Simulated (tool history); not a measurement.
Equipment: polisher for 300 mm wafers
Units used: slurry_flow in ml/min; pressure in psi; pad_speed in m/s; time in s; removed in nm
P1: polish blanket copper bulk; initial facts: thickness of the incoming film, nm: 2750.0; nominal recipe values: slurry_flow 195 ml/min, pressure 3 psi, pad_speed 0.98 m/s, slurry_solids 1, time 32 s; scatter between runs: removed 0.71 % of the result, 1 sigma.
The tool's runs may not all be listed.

run	hour	slurry_flow	pressure	pad_speed	slurry_solids	time	removed
1	8.8	195	3	0.98	1	32	336.05
2	18.5	245	3	0.98	1	42	453.43
3	30.6	195	3	0.98	1	49	510.29
4	40.1	195	1.4	0.98	1	32	157.43
5	47.1	275	3	0.98	1	32	349.72
6	57.9	195	3	1.4	1	32	481.37
7	66.8	195	3	0.98	1	32	337.96
8	73.9	295	3	0.98	1.3	32	371.15
9	85.1	195	3	0.98	1	15	159.46
10	95.3	195	3	0.98	0.5	32	294.89
11	103.5	195	3	0.98	1	32	337.43
12	113.1	195	3	0.98	1.4	32	360.71
13	120.1	115	3	0.98	1	32	309.57
14	126.3	195	3	0.98	1	32	336.89
15	133.7	195	3.8	0.98	1	32	425.04

Expected results for the next run?
16	144.3	195	3	0.6	1	32	?

{"run 16": {"removed": 206.04}}

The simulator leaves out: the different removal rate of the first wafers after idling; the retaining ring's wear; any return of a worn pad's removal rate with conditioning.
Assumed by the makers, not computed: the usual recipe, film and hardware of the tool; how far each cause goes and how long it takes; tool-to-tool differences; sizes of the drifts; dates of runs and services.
